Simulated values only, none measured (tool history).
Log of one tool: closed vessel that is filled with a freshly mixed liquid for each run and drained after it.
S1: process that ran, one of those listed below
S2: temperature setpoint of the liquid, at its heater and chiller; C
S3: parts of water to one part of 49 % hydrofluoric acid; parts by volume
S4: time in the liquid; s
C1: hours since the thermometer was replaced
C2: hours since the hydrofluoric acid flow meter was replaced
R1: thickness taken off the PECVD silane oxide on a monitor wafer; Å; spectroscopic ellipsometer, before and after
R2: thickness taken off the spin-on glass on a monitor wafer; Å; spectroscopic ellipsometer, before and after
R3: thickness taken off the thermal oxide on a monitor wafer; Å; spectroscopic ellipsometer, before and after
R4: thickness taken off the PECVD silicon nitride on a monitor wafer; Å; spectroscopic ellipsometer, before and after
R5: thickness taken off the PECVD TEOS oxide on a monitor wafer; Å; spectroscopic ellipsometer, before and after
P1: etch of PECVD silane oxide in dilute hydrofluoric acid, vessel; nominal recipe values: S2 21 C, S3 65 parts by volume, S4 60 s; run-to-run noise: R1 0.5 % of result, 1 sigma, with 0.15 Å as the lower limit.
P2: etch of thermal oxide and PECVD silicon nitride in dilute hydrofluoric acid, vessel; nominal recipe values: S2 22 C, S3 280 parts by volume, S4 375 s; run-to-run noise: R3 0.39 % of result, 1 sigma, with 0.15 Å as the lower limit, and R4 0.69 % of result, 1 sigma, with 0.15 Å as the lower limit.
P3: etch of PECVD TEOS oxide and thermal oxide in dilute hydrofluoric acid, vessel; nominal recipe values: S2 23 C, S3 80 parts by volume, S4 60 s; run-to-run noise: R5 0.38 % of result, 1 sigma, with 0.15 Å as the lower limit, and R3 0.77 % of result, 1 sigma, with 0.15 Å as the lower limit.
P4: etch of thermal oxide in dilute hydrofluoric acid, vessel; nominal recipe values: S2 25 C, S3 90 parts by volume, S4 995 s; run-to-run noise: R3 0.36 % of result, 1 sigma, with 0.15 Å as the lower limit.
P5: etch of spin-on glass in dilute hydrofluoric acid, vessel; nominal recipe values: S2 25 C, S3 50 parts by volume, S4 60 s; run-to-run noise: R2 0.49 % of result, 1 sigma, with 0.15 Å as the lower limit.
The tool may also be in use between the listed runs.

run	hour	S1	S2	S3	S4	C1	C2	R1	R2	R3	R4	R5
1	5.5	P1	21	65	60	667.7	155.1	394.51				
2	9.4	P1	21	30	60	671.6	159	893.39				
3	14.7	P1	21	65	60	676.9	164.3	394.24				
4	18.4	P1	21	65	60	680.6	168	393.97				
5	24.2	P5	25	90	60	686.4	173.8		291.6			
6	29.1	P2	22	280	85	691.3	178.7			11.532	8.9073	
7	33	P4	25	90	290	695.2	182.6			154.84		
8	37.5	P3	23	135	60	699.7	187.1			18.988		69.846
9	41.3	P3	23	80	60	703.5	190.9			33.552		126.4
10	48	P1	21	65	110	710.2	197.6	729.92				
11	54.7	P5	25	50	60	716.9	204.3		556.29			
12	58.1	P2	22	280	375	720.3	207.7			51.746	39.208	
13	63.7	P1	21	65	30	725.9	213.3	198.16				
14	70.5	P2	17	280	375	732.7	220.1			42.691	28.806	
15	76.3	P4	28.5	90	995	738.5	225.9			614.93		
16	81.2	P5	25	50	60	743.4	230.8		552.54			
17	85.1	P1	21	20	30	747.3	234.7	680.73				
18	88.8	P1	21	105	60	751	238.4	232.32				
19	94.8	P5	25	50	30	757	244.4		279.99			
20	99	P1	17	65	110	761.2	248.6	607.04				
21	105.5	P4	25	90	995	767.7	255.1			530.98		
22	110.9	P3	23	80	115	773.1	260.5			64.253		243.54
23	116.2	P1	28	65	60	778.4	265.8	529.31				
24	122	P1	17	65	60	784.2	271.6	332.2				
25	127.8	P2	22	405	375	790	277.4			31.894	27.229	
26	131.8	P1	21	65	60	794	281.4	394.96				
27	137.5	P3	30.5	80	60	799.7	287.1			45.645		170.09
28	144.4	P1	21	65	60	806.6	294	394.05				
29	150.3	P5	18	50	60	812.5	299.9		417.03			
30	153.4	P2	22	280	375	815.6	303			51.266	39.436	
31	157.8	P4	25	35	995	820	307.4			1489.6		
32	162.8	P1	21	110	30	825	312.4	111.01				
33	169.5	P1	21	65	60	831.7	319.1	393.76				
34	172.6	P1	21	65	60	834.8	322.2	407.04				
35	176	P1	21	65	60	838.2	325.6	410.44				
36	179.7	P1	21	65	60	841.9	329.3	419.34				
37	185	P1	21	65	60	847.2	334.6	425.32				
38	191.5	P1	21	65	60	853.7	341.1	427.83				
39	195.8	P1	21	65	60	858	345.4	429.5				
40	201.5	P1	21	65	60	863.7	351.1	433.73				
41	204.9	P1	21	65	60	867.1	354.5	434.33				
42	210.8	P1	21	65	60	873	360.4	439.85				
43	214	P1	21	65	60	876.2	363.6	436.62				

Something has made what P1 gives creep away from where it was; the 2 causes below, each at its own stated size, fit the log equally well:
A: hydrofluoric acid flow above the setpoint (%) = 9.73
B: liquid hotter than its thermometer reads (K) = 2.42
The gradual shift began around hour 169.5.

Question marks stand in for the results of the 4 check runs listed below, each run on one wafer. Under which run would the listed causes show clearly different results?
check 1	217.2	P4	25	90	995					?		
check 2	217.2	P3	23	80	60					?		?
check 3	217.2	P2	22	280	375					?	?	
check 4	217.2	P5	25	50	60				?			

Check results expected under each cause:
check	result	if A	if B
check 1	R3	591.83	586.88
check 2	R3	37.289	37.121
check 2	R5	140.18	139.55
check 3	R3	57.93	56.173
check 3	R4	43.032	45.644
check 4	R2	612.83	612.25
How far apart the two closest causes lie, in the result that separates them most: check 1 0.84 %; check 2 0.45 %; check 3 5.89 %; check 4 0.09 %
Only in check 3 would the causes give clearly different results; in the remaining checks their results would be nearly the same.

Check 3 was carried out, with these results: R3 56.502 Å; R4 46.226 Å. Which of the listed causes is responsible?

Of the candidate causes, it is B: liquid hotter than its thermometer reads (K).
